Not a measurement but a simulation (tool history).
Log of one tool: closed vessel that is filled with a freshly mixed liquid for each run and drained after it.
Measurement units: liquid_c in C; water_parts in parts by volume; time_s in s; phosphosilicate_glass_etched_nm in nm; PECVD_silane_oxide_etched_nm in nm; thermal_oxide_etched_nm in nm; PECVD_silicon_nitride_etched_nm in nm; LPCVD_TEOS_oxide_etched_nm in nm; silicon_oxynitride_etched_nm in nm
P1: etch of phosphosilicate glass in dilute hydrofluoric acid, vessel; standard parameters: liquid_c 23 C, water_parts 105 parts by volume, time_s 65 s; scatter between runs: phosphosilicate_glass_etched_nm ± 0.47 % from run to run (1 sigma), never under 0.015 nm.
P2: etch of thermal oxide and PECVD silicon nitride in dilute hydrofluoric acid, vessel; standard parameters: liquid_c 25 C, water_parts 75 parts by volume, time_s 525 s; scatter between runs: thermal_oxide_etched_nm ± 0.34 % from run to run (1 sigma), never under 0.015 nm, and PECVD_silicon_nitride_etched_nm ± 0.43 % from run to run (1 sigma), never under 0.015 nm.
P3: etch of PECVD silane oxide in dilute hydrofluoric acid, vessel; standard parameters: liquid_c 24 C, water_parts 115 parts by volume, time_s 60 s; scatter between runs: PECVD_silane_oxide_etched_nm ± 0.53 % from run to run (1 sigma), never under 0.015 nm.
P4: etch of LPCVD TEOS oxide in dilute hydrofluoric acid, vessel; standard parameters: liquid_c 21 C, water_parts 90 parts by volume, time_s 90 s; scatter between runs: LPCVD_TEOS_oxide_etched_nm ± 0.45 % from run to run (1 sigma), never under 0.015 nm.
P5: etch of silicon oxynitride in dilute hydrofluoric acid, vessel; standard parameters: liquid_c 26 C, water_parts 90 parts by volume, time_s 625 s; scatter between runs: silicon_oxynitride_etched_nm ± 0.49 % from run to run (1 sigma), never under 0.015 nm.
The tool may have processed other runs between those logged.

run   hour  process  liquid_c  water_parts  time_s  phosphosilicate_glass_etched_nm  PECVD_silane_oxide_etched_nm  thermal_oxide_etched_nm  PECVD_silicon_nitride_etched_nm  LPCVD_TEOS_oxide_etched_nm  silicon_oxynitride_etched_nm
  1    9.5       P1        23          105      65                           37.493
  2     18       P3        24          115      30                                                         11.555
  3   32.3       P1        29          105     110                            80.31
  4   46.5       P2        25           75     525                                                                                  33.763                           21.806
  5   53.3       P4        21           90      90                                                                                                                                               28.745
  6   64.9       P1        23           70     115                           104.08
  7   77.4       P1        23          105      65                           37.559
  8   84.7       P1        23          105      30                           17.349
  9   97.7       P2        25          115     525                                                                                  20.818                           14.331
 10    109       P4        21           90      40                                                                                                                                               12.841
 11  118.4       P1        23          105      95                           54.597
 12  129.6       P3        24          115      60                                                         23.089
 13  139.3       P1        23          160      65                           22.904
 14  152.4       P1        17          105      65                           29.218
 15  161.1       P2        25           75     935                                                                                  60.293                           38.479
 16  169.9       P1        31          105      65                           50.998
 17  182.8       P5        26           90     625                                                                                                                                                                             33.221
 18  191.8       P3        24          200      60                                                          12.07
 19  199.7       P2        30           75     525                                                                                   40.93                           30.148
 20  208.6       P5        26           90     625                                                                                                                                                                             33.314
 21    217       P2        25           75     525                                                                                  33.706                           21.665
 22  225.4       P1        23           25      65                            174.4
 23  236.7       P1        23          105      65                            37.76
 24  245.8       P1      27.5          105      30                           20.575
 25  257.3       P5      33.5           90     625                                                                                                                                                                             46.509
 26  270.4       P4        21           90      90                                                                                                                                               28.638
 27  281.4       P1        23          105      65                             37.6
 28  294.7       P5        26          135     625                                                                                                                                                                             21.112
 29  305.9       P3        17          115      60                                                         17.479
 30    317       P4        17           90      90                                                                                                                                               24.434
 31  329.6       P4        21          160      90                                                                                                                                               15.023
 32  340.4       P5        26           90     935                                                                                                                                                                              49.59
 33  347.7       P1        23          105      65                           37.832
 34  360.5       P1        23          105      65                           37.421
 35  374.7       P1        23          105      65                           39.667
 36  381.3       P1        23          105      65                           39.624
 37  388.4       P1        23          105      65                           40.064
 38  402.4       P1        23          105      65                            40.89
 39  411.7       P1        23          105      65                           41.214
 40  422.6       P1        23          105      65                           41.014
 41  436.9       P1        23          105      65                           40.882
 42    445       P1        23          105      65                           41.407
 43  452.3       P1        23          105      65                           41.098

Compared with where it was, what P1 gives has crept away. Each cause listed below fits the log as well as the rest, at the size given for it:
A: liquid hotter than its thermometer reads (K) = 2.4
B: hydrofluoric acid flow above the setpoint (%) = 8.77
The process output started creeping at around hour 360.5.

Which of the 4 check runs listed below separates the causes, so that each cause would produce a clearly different result? Each run uses one wafer, and its results are marked with question marks.
check 1  459.6       P4        21          140      90                                                                                                                                                    ?
check 2  459.6       P3        24          165      60                                                              ?
check 3  459.6       P2        25          100     525                                                                                       ?                                ?
check 4  459.6       P5        33           90     625                                                                                                                                                                                  ?

Check results expected under each cause:
  check                           result    if A    if B
check 1       LPCVD_TEOS_oxide_etched_nm    19.2  19.244
check 2     PECVD_silane_oxide_etched_nm  16.592  16.749
check 3          thermal_oxide_etched_nm  26.862   26.89
check 3  PECVD_silicon_nitride_etched_nm   19.09   17.76
check 4     silicon_oxynitride_etched_nm  50.517  49.907
Minimum pairwise separation of causes per check, each pair taken at its best-separating result: check 1 0.23 %; check 2 0.94 %; check 3 7.22 %; check 4 1.21 %
Only in check 3 would the causes give clearly different results; in the remaining checks their results would be nearly the same.

Check 3 has now been run. It gave: thermal_oxide_etched_nm 26.79 nm; PECVD_silicon_nitride_etched_nm 17.665 nm. Which of the candidate causes is it?

Of the candidate causes, it is B: hydrofluoric acid flow above the setpoint (%).

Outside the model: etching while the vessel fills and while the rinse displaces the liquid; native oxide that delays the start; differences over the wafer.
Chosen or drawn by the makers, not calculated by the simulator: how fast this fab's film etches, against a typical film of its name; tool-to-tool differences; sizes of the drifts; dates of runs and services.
